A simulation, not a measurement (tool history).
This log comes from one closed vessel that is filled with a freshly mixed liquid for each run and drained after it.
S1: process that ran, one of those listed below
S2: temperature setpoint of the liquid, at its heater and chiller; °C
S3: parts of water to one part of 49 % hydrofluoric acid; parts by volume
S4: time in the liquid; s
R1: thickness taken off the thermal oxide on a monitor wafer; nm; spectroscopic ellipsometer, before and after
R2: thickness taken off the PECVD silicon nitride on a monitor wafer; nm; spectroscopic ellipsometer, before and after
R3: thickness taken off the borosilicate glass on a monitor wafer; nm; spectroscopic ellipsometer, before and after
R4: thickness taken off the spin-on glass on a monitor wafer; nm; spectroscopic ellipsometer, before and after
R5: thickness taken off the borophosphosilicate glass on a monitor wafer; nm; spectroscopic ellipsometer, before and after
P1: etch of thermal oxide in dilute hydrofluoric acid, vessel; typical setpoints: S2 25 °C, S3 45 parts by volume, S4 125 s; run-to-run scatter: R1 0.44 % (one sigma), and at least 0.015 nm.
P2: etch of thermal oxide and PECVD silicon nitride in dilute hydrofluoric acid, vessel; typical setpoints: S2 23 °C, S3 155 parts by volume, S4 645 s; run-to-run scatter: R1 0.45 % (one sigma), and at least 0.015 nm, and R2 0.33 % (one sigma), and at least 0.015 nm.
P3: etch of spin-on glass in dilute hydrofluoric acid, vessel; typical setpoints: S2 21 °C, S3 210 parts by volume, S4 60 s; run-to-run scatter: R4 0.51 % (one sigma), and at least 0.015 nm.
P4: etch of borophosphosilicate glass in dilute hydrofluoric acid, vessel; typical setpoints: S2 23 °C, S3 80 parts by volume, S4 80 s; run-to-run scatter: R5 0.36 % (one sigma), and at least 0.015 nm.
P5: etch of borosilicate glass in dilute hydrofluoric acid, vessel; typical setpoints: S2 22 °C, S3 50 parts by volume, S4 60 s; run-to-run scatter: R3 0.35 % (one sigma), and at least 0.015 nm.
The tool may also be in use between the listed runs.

| run | day | S1 | S2 | S3 | S4 | R1 | R2 | R3 | R4 | R5 |
|---|---|---|---|---|---|---|---|---|---|---|
| 1 | 0.454 | P1 | 25 | 45 | 125 | 15.181 |  |  |  |  |
| 2 | 0.85 | P1 | 21 | 45 | 125 | 12.87 |  |  |  |  |
| 3 | 1.2 | P1 | 25 | 45 | 125 | 15.188 |  |  |  |  |
| 4 | 1.7 | P2 | 23 | 155 | 645 | 18.063 | 14.938 |  |  |  |
| 5 | 1.962 | P5 | 22 | 50 | 110 |  |  | 85.089 |  |  |
| 6 | 2.304 | P1 | 25 | 30 | 40 | 7.39 |  |  |  |  |
| 7 | 2.783 | P3 | 29 | 210 | 60 |  |  |  | 13.513 |  |
| 8 | 3.117 | P5 | 22 | 50 | 60 |  |  | 46.519 |  |  |
| 9 | 3.483 | P3 | 21 | 210 | 60 |  |  |  | 10.215 |  |
| 10 | 3.946 | P3 | 21 | 210 | 60 |  |  |  | 10.155 |  |
| 11 | 4.3 | P3 | 21 | 210 | 30 |  |  |  | 5.1253 |  |
| 12 | 4.738 | P1 | 25 | 20 | 125 | 35.333 |  |  |  |  |
| 13 | 5.075 | P4 | 23 | 80 | 130 |  |  |  |  | 80.394 |
| 14 | 5.479 | P1 | 25 | 45 | 125 | 15.186 |  |  |  |  |
| 15 | 5.917 | P1 | 25 | 45 | 125 | 15.202 |  |  |  |  |
| 16 | 6.446 | P4 | 17 | 80 | 80 |  |  |  |  | 38.238 |
| 17 | 6.929 | P1 | 30 | 45 | 125 | 18.649 |  |  |  |  |
| 18 | 7.196 | P1 | 25 | 45 | 215 | 26.392 |  |  |  |  |
| 19 | 7.696 | P5 | 22 | 20 | 60 |  |  | 120.99 |  |  |
| 20 | 8.196 | P1 | 25 | 45 | 35 | 4.2551 |  |  |  |  |
| 21 | 8.65 | P1 | 25 | 70 | 125 | 9.4069 |  |  |  |  |
| 22 | 8.904 | P2 | 23 | 155 | 1075 | 29.818 | 24.944 |  |  |  |
| 23 | 9.304 | P2 | 23 | 240 | 645 | 10.6 | 9.7331 |  |  |  |
| 24 | 9.788 | P4 | 23 | 25 | 80 |  |  |  |  | 167.77 |
| 25 | 10.296 | P5 | 22 | 50 | 60 |  |  | 46.232 |  |  |
| 26 | 10.767 | P2 | 23 | 155 | 645 | 17.927 | 14.927 |  |  |  |
| 27 | 11.021 | P5 | 18 | 50 | 60 |  |  | 39.14 |  |  |
| 28 | 11.258 | P1 | 25 | 45 | 125 | 15.3 |  |  |  |  |
| 29 | 11.75 | P4 | 23 | 80 | 80 |  |  |  |  | 49.256 |
| 30 | 12.129 | P2 | 30.5 | 155 | 645 | 23.964 | 23.966 |  |  |  |
| 31 | 12.392 | P3 | 21 | 75 | 60 |  |  |  | 32.871 |  |
| 32 | 12.629 | P1 | 25 | 45 | 125 | 15.311 |  |  |  |  |
| 33 | 13.104 | P1 | 25 | 45 | 125 | 14.815 |  |  |  |  |
| 34 | 13.404 | P1 | 25 | 45 | 125 | 14.612 |  |  |  |  |
| 35 | 13.717 | P1 | 25 | 45 | 125 | 14.484 |  |  |  |  |
| 36 | 14.038 | P1 | 25 | 45 | 125 | 14.451 |  |  |  |  |
| 37 | 14.288 | P1 | 25 | 45 | 125 | 14.397 |  |  |  |  |
| 38 | 14.554 | P1 | 25 | 45 | 125 | 14.376 |  |  |  |  |
| 39 | 15.067 | P1 | 25 | 45 | 125 | 14.24 |  |  |  |  |
| 40 | 15.475 | P1 | 25 | 45 | 125 | 14.216 |  |  |  |  |

P1 has crept away from where it was. The log is fitted equally well by each of these 2 causes, at the sizes shown:
A: hydrofluoric acid flow below the setpoint (%) = 5.33
B: liquid colder than its thermometer reads (K) = 1.42
The process output started creeping at around day 12.629.

Consider the 4 single-wafer check runs listed below, results given as question marks: which one distinguishes between the causes by giving clearly different results for each?
| check 1 | 15.883 | P3 | 28.5 | 80 | 60 |  |  |  | ? |  |
| check 2 | 15.883 | P4 | 17 | 80 | 110 |  |  |  |  | ? |
| check 3 | 15.883 | P2 | 27.5 | 155 | 1040 | ? | ? |  |  |  |
| check 4 | 15.883 | P5 | 22 | 20 | 90 |  |  | ? |  |  |

Outcome of each check run for each possible cause:
| check | result | if A | if B |
|---|---|---|---|
| check 1 | R4 | 39.027 | 39.254 |
| check 2 | R5 | 49.567 | 49.495 |
| check 3 | R1 | 32.217 | 32.635 |
| check 3 | R2 | 30.45 | 29.427 |
| check 4 | R3 | 171.37 | 170.56 |
How far apart the two closest causes lie, in the result that separates them most: check 1 0.58 %; check 2 0.15 %; check 3 3.42 %; check 4 0.47 %
Only in check 3 would the causes give clearly different results; in the remaining checks their results would be nearly the same.

After running check 3, the following was obtained: R1 32.723 nm; R2 29.586 nm. Which cause does this point to?

The correct cause is B, namely: liquid colder than its thermometer reads (K).
